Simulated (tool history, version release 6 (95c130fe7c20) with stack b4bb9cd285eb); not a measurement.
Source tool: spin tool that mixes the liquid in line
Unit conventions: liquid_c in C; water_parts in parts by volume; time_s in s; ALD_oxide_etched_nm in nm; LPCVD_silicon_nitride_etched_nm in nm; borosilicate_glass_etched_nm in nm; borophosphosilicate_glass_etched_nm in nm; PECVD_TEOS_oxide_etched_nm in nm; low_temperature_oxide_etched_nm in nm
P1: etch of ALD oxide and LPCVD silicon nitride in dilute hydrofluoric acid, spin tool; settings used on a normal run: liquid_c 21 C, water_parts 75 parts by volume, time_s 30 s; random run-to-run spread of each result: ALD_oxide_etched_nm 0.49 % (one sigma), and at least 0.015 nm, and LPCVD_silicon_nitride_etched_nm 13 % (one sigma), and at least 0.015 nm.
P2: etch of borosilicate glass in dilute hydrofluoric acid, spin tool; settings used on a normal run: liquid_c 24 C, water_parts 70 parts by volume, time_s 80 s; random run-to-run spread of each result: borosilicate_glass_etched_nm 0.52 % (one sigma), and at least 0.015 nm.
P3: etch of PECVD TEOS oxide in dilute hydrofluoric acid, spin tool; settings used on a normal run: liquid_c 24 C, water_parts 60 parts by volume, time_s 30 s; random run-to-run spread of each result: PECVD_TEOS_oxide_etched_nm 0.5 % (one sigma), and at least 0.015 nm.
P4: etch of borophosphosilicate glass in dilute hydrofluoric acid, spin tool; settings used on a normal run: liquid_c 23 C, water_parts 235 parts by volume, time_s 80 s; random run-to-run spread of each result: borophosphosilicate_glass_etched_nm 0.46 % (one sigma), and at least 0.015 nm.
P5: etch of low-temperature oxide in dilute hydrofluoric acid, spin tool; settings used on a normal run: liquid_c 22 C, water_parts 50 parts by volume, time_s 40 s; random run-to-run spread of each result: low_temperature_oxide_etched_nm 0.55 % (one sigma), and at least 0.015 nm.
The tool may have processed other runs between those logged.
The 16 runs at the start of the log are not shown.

run    day  process  liquid_c  water_parts  time_s  ALD_oxide_etched_nm  LPCVD_silicon_nitride_etched_nm  borosilicate_glass_etched_nm  borophosphosilicate_glass_etched_nm  PECVD_TEOS_oxide_etched_nm  low_temperature_oxide_etched_nm
 17  7.012       P1        21           75      30               5.5842                          0.11525
 18  7.383       P2        24           70      80                                                                              41.731
 19  7.946       P1        17           75      30               4.6837                         0.085943
 20  8.229       P1        21           75      15               2.8085                         0.094358
 21  8.579       P5        22           50      40                                                                                                                                                                                8.4611
 22  8.958       P1        21           75      30               5.5671                          0.14797
 23  9.233       P2        24           40      80                                                                              75.242
 24  9.675       P4        23          435      80                                                                                                                   5.8474

Run 25 comes next. What will it give?
 25  10.054       P5        22           20      40                                                                                                                                                                                     ?

{"run 25": {"low_temperature_oxide_etched_nm": 22.042}}
